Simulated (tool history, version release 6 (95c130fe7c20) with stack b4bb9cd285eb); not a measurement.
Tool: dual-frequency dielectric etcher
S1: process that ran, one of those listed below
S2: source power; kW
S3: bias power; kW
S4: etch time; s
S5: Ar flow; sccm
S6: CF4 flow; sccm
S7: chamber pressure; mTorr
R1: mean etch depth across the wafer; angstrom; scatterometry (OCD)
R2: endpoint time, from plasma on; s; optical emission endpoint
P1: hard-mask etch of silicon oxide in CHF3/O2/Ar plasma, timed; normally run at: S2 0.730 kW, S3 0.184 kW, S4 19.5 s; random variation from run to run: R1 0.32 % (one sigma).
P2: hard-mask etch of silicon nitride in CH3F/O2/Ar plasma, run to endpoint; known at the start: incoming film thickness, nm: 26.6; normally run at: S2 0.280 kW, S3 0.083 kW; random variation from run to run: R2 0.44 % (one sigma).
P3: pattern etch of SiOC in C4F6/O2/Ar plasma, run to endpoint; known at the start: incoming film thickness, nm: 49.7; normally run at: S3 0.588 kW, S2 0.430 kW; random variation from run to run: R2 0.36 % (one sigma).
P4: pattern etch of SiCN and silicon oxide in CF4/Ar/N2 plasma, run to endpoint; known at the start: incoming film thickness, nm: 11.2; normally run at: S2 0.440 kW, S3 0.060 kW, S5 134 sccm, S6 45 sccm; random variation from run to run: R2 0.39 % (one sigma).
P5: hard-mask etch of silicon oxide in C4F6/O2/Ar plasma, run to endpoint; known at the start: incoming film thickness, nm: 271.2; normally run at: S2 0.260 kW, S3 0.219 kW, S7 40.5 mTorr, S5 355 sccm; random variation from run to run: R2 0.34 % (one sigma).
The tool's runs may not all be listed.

run,hour,S1,S2,S3,S4,S5,S6,S7,R1,R2
1,4.7,P1,0.730,0.184,19.5,,,,409.27,
2,7.5,P4,0.440,0.060,,90,45,,,15.420
3,10.7,P1,0.730,0.145,28.0,,,,544.65,
4,14.5,P2,0.280,0.062,,,,,,45.729
5,17.8,P2,0.380,0.083,,,,,,36.886
6,20.9,P5,0.330,0.219,,355,,40.5,,91.032
7,23.3,P5,0.260,0.219,,270,,40.5,,97.020
8,27.3,P1,0.730,0.184,25.0,,,,524.89,
9,30.8,P1,0.730,0.147,19.5,,,,380.26,
10,33.0,P4,0.590,0.060,,134,45,,,12.786
11,37.0,P5,0.260,0.219,,355,,40.5,,100.580
12,40.7,P1,0.730,0.184,19.5,,,,406.37,
13,44.4,P3,0.550,0.588,,,,,,13.974
14,46.6,P2,0.280,0.083,,,,,,40.987
15,50.0,P1,0.940,0.184,19.5,,,,447.67,
# hour 50.8: wet clean of the chamber
16,52.7,P1,0.730,0.251,19.5,,,,456.40,
17,57.1,P1,0.730,0.184,19.5,,,,410.63,
18,61.0,P4,0.440,0.072,,134,45,,,15.349
19,63.6,P4,0.440,0.060,,134,45,,,16.582
20,66.1,P5,0.260,0.219,,355,,54.0,,103.860
21,69.3,P1,0.610,0.115,19.5,,,,328.09,
# hour 71.6: source power generator calibrated
22,73.1,P1,0.730,0.149,27.5,,,,537.36,
23,77.5,P1,0.730,0.184,19.5,,,,409.49,
24,81.9,P1,0.730,0.184,19.5,,,,409.56,
25,84.9,P3,0.430,0.588,,,,,,15.149
26,87.8,P3,0.430,0.759,,,,,,13.741
27,89.9,P5,0.260,0.164,,355,,40.5,,110.040
28,93.6,P1,0.730,0.184,19.5,,,,409.37,
29,97.9,P1,0.510,0.184,19.5,,,,357.41,
30,101.2,P4,0.440,0.060,,134,28,,,18.016
31,105.6,P5,0.260,0.219,,355,,40.5,,100.350
32,109.3,P1,0.730,0.184,12.5,,,,262.76,
33,113.5,P1,0.730,0.184,19.5,,,,410.47,
34,117.3,P1,0.730,0.184,19.5,,,,405.28,
35,119.6,P1,0.730,0.184,19.5,,,,403.24,
# hour 121.4: wet clean of the chamber
36,121.7,P1,0.730,0.184,19.5,,,,404.31,
37,125.4,P1,0.730,0.184,19.5,,,,401.02,
38,129.5,P1,0.730,0.184,19.5,,,,403.19,
39,132.5,P1,0.730,0.184,19.5,,,,401.95,

What P1 gives has crept away from where it was. These 2 causes fit the log equally well, each at the size given:
A: bias power that arrives under what is set, % = 4.72
B: source power that arrives under what is set, % = 4.1
The creep began at about hour 113.5.
Why every other cause is out:
chamber walls in a state that lowers the etch rate, %: serviced at hour 121.4, which brought nothing back

4 check runs are offered, each on 2 wafers whose results are averaged, their results left as question marks. Which one tells the causes apart?
check 1,135.5,P2,0.360,0.083,,,,,,?
check 2,135.5,P4,0.560,0.060,,91,45,,,?
check 3,135.5,P5,0.260,0.181,,274,,40.5,,?
check 4,135.5,P3,0.530,0.757,,,,,,?

What each check would give under each cause:
check,result,if A,if B
check 1,R2,38.166,38.111
check 2,R2,12.678,12.943
check 3,R2,105.580,105.630
check 4,R2,13.022,12.976
How far apart the two closest causes lie, in the result that separates them most: check 1 0.14 %; check 2 2.07 %; check 3 0.04 %; check 4 0.35 %
Only check 2 tells the causes apart: in the others they would give nearly the same result.

Check 2 was then run and gave: R2 13.005 s. Which cause is it?

It is B: source power that arrives under what is set, %.
